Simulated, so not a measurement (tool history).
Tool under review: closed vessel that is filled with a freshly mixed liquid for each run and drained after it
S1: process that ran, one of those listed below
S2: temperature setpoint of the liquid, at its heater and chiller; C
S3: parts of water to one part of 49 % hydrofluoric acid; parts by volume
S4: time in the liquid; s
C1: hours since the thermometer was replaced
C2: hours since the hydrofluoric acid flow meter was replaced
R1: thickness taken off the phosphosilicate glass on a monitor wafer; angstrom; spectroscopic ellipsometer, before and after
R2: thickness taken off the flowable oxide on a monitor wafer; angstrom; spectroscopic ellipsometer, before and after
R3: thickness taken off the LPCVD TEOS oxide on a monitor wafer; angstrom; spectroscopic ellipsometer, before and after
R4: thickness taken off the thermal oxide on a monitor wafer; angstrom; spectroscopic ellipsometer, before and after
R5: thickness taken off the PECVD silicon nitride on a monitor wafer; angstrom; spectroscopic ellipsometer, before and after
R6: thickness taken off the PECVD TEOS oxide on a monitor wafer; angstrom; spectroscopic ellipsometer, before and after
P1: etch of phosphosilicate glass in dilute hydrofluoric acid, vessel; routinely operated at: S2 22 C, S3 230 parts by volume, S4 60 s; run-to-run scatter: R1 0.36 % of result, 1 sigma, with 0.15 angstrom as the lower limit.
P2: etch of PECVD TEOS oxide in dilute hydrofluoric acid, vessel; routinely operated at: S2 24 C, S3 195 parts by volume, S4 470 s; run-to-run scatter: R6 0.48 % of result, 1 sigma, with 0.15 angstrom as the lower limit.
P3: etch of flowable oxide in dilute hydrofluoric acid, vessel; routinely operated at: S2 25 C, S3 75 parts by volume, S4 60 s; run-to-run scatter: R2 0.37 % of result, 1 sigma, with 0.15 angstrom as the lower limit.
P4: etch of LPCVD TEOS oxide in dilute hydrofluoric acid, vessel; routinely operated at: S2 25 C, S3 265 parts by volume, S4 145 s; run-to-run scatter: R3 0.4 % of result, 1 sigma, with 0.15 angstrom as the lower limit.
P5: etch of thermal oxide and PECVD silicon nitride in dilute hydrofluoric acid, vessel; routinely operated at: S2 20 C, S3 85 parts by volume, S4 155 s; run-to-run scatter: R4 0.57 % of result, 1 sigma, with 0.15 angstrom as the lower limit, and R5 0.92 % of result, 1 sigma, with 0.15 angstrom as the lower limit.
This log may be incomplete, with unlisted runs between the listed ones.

run 1 day=0.342 | S1=P1 S2=22 S3=230 S4=60 | C1=630.2 C2=241.4 | R1=226.55
run 2 day=0.896 | S1=P3 S2=32 S3=75 S4=60 | C1=643.5 C2=254.7 | R2=772.88
run 3 day=1.392 | S1=P1 S2=22 S3=230 S4=30 | C1=655.4 C2=266.6 | R1=113.31
run 4 day=1.858 | S1=P4 S2=25 S3=265 S4=145 | C1=666.6 C2=277.8 | R3=151.34
run 5 day=2.229 | S1=P1 S2=22 S3=230 S4=90 | C1=675.5 C2=286.7 | R1=337.64
run 6 day=2.908 | S1=P1 S2=22 S3=230 S4=60 | C1=691.8 C2=303 | R1=226.78
run 7 day=3.304 | S1=P5 S2=17 S3=85 S4=155 | C1=701.3 C2=312.5 | R4=63.049 R5=21.576
run 8 day=3.808 | S1=P2 S2=24 S3=195 S4=470 | C1=713.4 C2=324.6 | R6=512.79
run 9 day=4.546 | S1=P2 S2=24 S3=310 S4=470 | C1=731.1 C2=342.3 | R6=290.03
run 10 day=5.108 | S1=P1 S2=26 S3=230 S4=60 | C1=744.6 C2=355.8 | R1=262.04
run 11 day=5.688 | S1=P1 S2=29 S3=140 S4=60 | C1=758.5 C2=369.7 | R1=532.77
run 12 day=6.288 | S1=P3 S2=25 S3=75 S4=30 | C1=772.9 C2=384.1 | R2=295.4
run 13 day=6.754 | S1=P1 S2=17 S3=320 S4=60 | C1=784.1 C2=395.3 | R1=124.06
run 14 day=7.192 | S1=P5 S2=20 S3=85 S4=155 | C1=794.6 C2=405.8 | R4=71.653 R5=26.41
run 15 day=7.917 | S1=P3 S2=25 S3=130 S4=60 | C1=812 C2=423.2 | R2=319.05
run 16 day=8.667 | S1=P4 S2=25 S3=265 S4=70 | C1=830 C2=441.2 | R3=72.85
run 17 day=9.188 | S1=P2 S2=17.5 S3=195 S4=470 | C1=842.5 C2=453.7 | R6=398.48
-- day=9.612 hydrofluoric acid flow meter replaced
run 18 day=9.771 | S1=P1 S2=22 S3=230 S4=60 | C1=856.5 C2=3.8 | R1=226.22
run 19 day=10.458 | S1=P4 S2=25 S3=265 S4=145 | C1=873 C2=20.3 | R3=149.96
run 20 day=11.05 | S1=P1 S2=22 S3=370 S4=90 | C1=887.2 C2=34.5 | R1=185.85
run 21 day=11.4 | S1=P5 S2=20 S3=85 S4=30 | C1=895.6 C2=42.9 | R4=13.691 R5=5.2798
run 22 day=12.017 | S1=P3 S2=25 S3=75 S4=60 | C1=910.4 C2=57.7 | R2=589.11
run 23 day=12.512 | S1=P2 S2=24 S3=195 S4=750 | C1=922.3 C2=69.6 | R6=821.83
run 24 day=12.929 | S1=P4 S2=25 S3=145 S4=145 | C1=932.3 C2=79.6 | R3=316.41
run 25 day=13.583 | S1=P1 S2=22 S3=230 S4=60 | C1=948 C2=95.3 | R1=225.14
run 26 day=14.142 | S1=P5 S2=20 S3=85 S4=155 | C1=961.4 C2=108.7 | R4=71.469 R5=25.877
run 27 day=14.562 | S1=P1 S2=22 S3=230 S4=60 | C1=971.5 C2=118.8 | R1=227.46
run 28 day=15.225 | S1=P1 S2=17 S3=230 S4=60 | C1=987.4 C2=134.7 | R1=186.98

Run 29 is up next; what results do you expect?
run 29 day=15.938 | S1=P5 S2=20 S3=30 S4=155 | C1=1004.5 C2=151.8 | R4=? R5=?

R4: 216.39 angstrom
R5: 72.377 angstrom
